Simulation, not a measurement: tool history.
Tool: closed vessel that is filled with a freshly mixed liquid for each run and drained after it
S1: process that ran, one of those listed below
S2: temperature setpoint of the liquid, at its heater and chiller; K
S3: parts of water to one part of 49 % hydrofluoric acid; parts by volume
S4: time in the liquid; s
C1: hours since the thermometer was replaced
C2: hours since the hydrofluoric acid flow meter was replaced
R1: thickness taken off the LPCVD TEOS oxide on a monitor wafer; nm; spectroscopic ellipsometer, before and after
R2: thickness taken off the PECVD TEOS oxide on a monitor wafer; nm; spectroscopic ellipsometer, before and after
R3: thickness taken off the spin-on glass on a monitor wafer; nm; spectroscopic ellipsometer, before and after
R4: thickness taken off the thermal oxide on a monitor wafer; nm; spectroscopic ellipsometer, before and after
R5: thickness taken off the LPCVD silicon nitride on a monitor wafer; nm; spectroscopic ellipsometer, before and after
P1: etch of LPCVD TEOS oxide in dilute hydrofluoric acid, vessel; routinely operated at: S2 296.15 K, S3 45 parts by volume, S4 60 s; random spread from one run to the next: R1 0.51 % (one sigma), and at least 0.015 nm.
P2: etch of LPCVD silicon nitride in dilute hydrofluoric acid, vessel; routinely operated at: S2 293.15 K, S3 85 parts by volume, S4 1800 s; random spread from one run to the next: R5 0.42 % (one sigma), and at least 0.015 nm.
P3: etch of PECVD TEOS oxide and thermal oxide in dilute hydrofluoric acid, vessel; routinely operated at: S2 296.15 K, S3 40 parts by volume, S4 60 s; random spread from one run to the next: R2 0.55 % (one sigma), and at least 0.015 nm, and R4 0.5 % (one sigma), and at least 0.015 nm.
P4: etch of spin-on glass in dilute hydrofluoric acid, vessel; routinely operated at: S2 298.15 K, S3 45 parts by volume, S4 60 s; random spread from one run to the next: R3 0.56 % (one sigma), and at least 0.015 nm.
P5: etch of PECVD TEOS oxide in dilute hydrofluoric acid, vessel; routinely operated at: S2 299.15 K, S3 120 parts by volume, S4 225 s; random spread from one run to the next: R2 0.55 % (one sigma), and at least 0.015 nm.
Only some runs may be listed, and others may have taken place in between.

Run 1, hour 8.8: S1 P1, S2 296.15 K, S3 45 parts by volume, S4 60 s; C1 1483.8; C2 891.8. Result: R1 60.122 nm.
Run 2, hour 19.7: S1 P5, S2 304.15 K, S3 120 parts by volume, S4 225 s; C1 1494.7; C2 902.7. Result: R2 40.179 nm.
Run 3, hour 24.8: S1 P4, S2 298.15 K, S3 45 parts by volume, S4 110 s; C1 1499.8; C2 907.8. Result: R3 195.04 nm.
Run 4, hour 29.8: S1 P5, S2 299.15 K, S3 120 parts by volume, S4 225 s; C1 1504.8; C2 912.8. Result: R2 33.181 nm.
Run 5, hour 35.8: S1 P1, S2 296.15 K, S3 45 parts by volume, S4 60 s; C1 1510.8; C2 918.8. Result: R1 60.039 nm.
Run 6, hour 45.2: S1 P1, S2 296.15 K, S3 45 parts by volume, S4 60 s; C1 1520.2; C2 928.2. Result: R1 60.435 nm.
Run 7, hour 55.2: S1 P3, S2 296.15 K, S3 65 parts by volume, S4 60 s; C1 1530.2; C2 938.2. Result: R2 13.769 nm, R4 4.14 nm.
Run 8, hour 64.2: S1 P2, S2 293.15 K, S3 85 parts by volume, S4 3340 s; C1 1539.2; C2 947.2. Result: R5 14.357 nm.
Run 9, hour 70.4: S1 P4, S2 298.15 K, S3 25 parts by volume, S4 60 s; C1 1545.4; C2 953.4. Result: R3 197.1 nm.
Run 10, hour 80.3: S1 P1, S2 296.15 K, S3 75 parts by volume, S4 60 s; C1 1555.3; C2 963.3. Result: R1 34.865 nm.
Run 11, hour 88.6: S1 P5, S2 299.15 K, S3 30 parts by volume, S4 225 s; C1 1563.6; C2 971.6. Result: R2 150.85 nm.
Run 12, hour 94.4: S1 P1, S2 296.15 K, S3 45 parts by volume, S4 100 s; C1 1569.4; C2 977.4. Result: R1 100.48 nm.
Run 13, hour 103.9: S1 P1, S2 296.15 K, S3 45 parts by volume, S4 30 s; C1 1578.9; C2 986.9. Result: R1 30.221 nm.
Run 14, hour 110.6: S1 P5, S2 299.15 K, S3 120 parts by volume, S4 370 s; C1 1585.6; C2 993.6. Result: R2 54.71 nm.
Run 15, hour 118.2: S1 P1, S2 296.15 K, S3 45 parts by volume, S4 60 s; C1 1593.2; C2 1001.2. Result: R1 59.83 nm.
Run 16, hour 124.3: S1 P3, S2 291.65 K, S3 40 parts by volume, S4 60 s; C1 1599.3; C2 1007.3. Result: R2 19.095 nm, R4 5.7457 nm.
Run 17, hour 133.8: S1 P2, S2 293.15 K, S3 85 parts by volume, S4 1800 s; C1 1608.8; C2 1016.8. Result: R5 7.7499 nm.
Run 18, hour 141.3: S1 P1, S2 296.15 K, S3 30 parts by volume, S4 60 s; C1 1616.3; C2 1024.3. Result: R1 92.078 nm.
Run 19, hour 150.1: S1 P3, S2 296.15 K, S3 40 parts by volume, S4 60 s; C1 1625.1; C2 1033.1. Result: R2 23.091 nm, R4 6.9399 nm.
Run 20, hour 160.4: S1 P2, S2 299.15 K, S3 85 parts by volume, S4 1800 s; C1 1635.4; C2 1043.4. Result: R5 11.603 nm.
Run 21, hour 165.6: S1 P1, S2 290.15 K, S3 45 parts by volume, S4 60 s; C1 1640.6; C2 1048.6. Result: R1 46.904 nm.
Run 22, hour 171.1: S1 P3, S2 296.15 K, S3 40 parts by volume, S4 30 s; C1 1646.1; C2 1054.1. Result: R2 11.64 nm, R4 3.4871 nm.
Run 23, hour 177.9: S1 P2, S2 293.15 K, S3 140 parts by volume, S4 1800 s; C1 1652.9; C2 1060.9. Result: R5 4.7983 nm.
Run 24, hour 185.1: S1 P4, S2 292.65 K, S3 45 parts by volume, S4 60 s; C1 1660.1; C2 1068.1. Result: R3 84.384 nm.
Run 25, hour 189.9: S1 P1, S2 296.15 K, S3 20 parts by volume, S4 90 s; C1 1664.9; C2 1072.9. Result: R1 208.74 nm.
Run 26, hour 200.1: S1 P1, S2 296.15 K, S3 45 parts by volume, S4 60 s; C1 1675.1; C2 1083.1. Result: R1 60.2 nm.
Run 27, hour 209.8: S1 P1, S2 303.15 K, S3 45 parts by volume, S4 60 s; C1 1684.8; C2 1092.8. Result: R1 80.037 nm.
Run 28, hour 220: S1 P4, S2 298.15 K, S3 45 parts by volume, S4 60 s; C1 1695; C2 1103. Result: R3 106.4 nm.
Run 29, hour 227.5: S1 P1, S2 296.15 K, S3 45 parts by volume, S4 60 s; C1 1702.5; C2 1110.5. Result: R1 60.332 nm.
Run 30, hour 235.3: S1 P1, S2 296.15 K, S3 45 parts by volume, S4 60 s; C1 1710.3; C2 1118.3. Result: R1 61.873 nm.
Run 31, hour 242.3: S1 P1, S2 296.15 K, S3 45 parts by volume, S4 60 s; C1 1717.3; C2 1125.3. Result: R1 62.649 nm.
Run 32, hour 252.4: S1 P1, S2 296.15 K, S3 45 parts by volume, S4 60 s; C1 1727.4; C2 1135.4. Result: R1 64.709 nm.
Run 33, hour 257.3: S1 P1, S2 296.15 K, S3 45 parts by volume, S4 60 s; C1 1732.3; C2 1140.3. Result: R1 63.974 nm.
Run 34, hour 267.6: S1 P1, S2 296.15 K, S3 45 parts by volume, S4 60 s; C1 1742.6; C2 1150.6. Result: R1 64.517 nm.
Run 35, hour 277.8: S1 P1, S2 296.15 K, S3 45 parts by volume, S4 60 s; C1 1752.8; C2 1160.8. Result: R1 64.987 nm.
Run 36, hour 283.1: S1 P1, S2 296.15 K, S3 45 parts by volume, S4 60 s; C1 1758.1; C2 1166.1. Result: R1 65.415 nm.
Run 37, hour 288.4: S1 P1, S2 296.15 K, S3 45 parts by volume, S4 60 s; C1 1763.4; C2 1171.4. Result: R1 65.188 nm.
Run 38, hour 296.1: S1 P1, S2 296.15 K, S3 45 parts by volume, S4 60 s; C1 1771.1; C2 1179.1. Result: R1 65.333 nm.
Run 39, hour 306.5: S1 P1, S2 296.15 K, S3 45 parts by volume, S4 60 s; C1 1781.5; C2 1189.5. Result: R1 64.982 nm.

What P1 gives has crept away from where it was. These 2 causes fit the log equally well, each at the size given:
A: liquid hotter than its thermometer reads (K) = 1.96
B: hydrofluoric acid flow above the setpoint (%) = 7.93
The drift started at roughly hour 227.5.

Below are 4 check runs, each on a single wafer, with their results shown as question marks. Which of them would tell the listed causes apart, meaning the causes would give clearly different results under it?
Run check 1, hour 316.9: S1 P2, S2 293.15 K, S3 85 parts by volume, S4 1800 s. Result: R5 ?.
Run check 2, hour 316.9: S1 P3, S2 296.15 K, S3 40 parts by volume, S4 60 s. Result: R2 ?, R4 ?.
Run check 3, hour 316.9: S1 P4, S2 298.15 K, S3 45 parts by volume, S4 60 s. Result: R3 ?.
Run check 4, hour 316.9: S1 P5, S2 299.15 K, S3 120 parts by volume, S4 225 s. Result: R2 ?.

Expected result of each check under each candidate cause:
  check  result    if A    if B
check 1      R5  8.8859  8.3797
check 2      R2  25.087  25.058
check 2      R4  7.4989  7.4903
check 3      R3  115.37   115.5
check 4      R2  35.881  36.352
Gap, in per cent, between the two causes that each check separates least, read from the result that separates them most: check 1 5.87 %; check 2 0.11 %; check 3 0.12 %; check 4 1.3 %
Check 1 distinguishes between the causes, while the remaining checks would return nearly the same result for all of them.

Check 1 was carried out, with these results: R5 8.8881 nm. Which of the listed causes is responsible?

The correct cause is A, namely: liquid hotter than its thermometer reads (K).
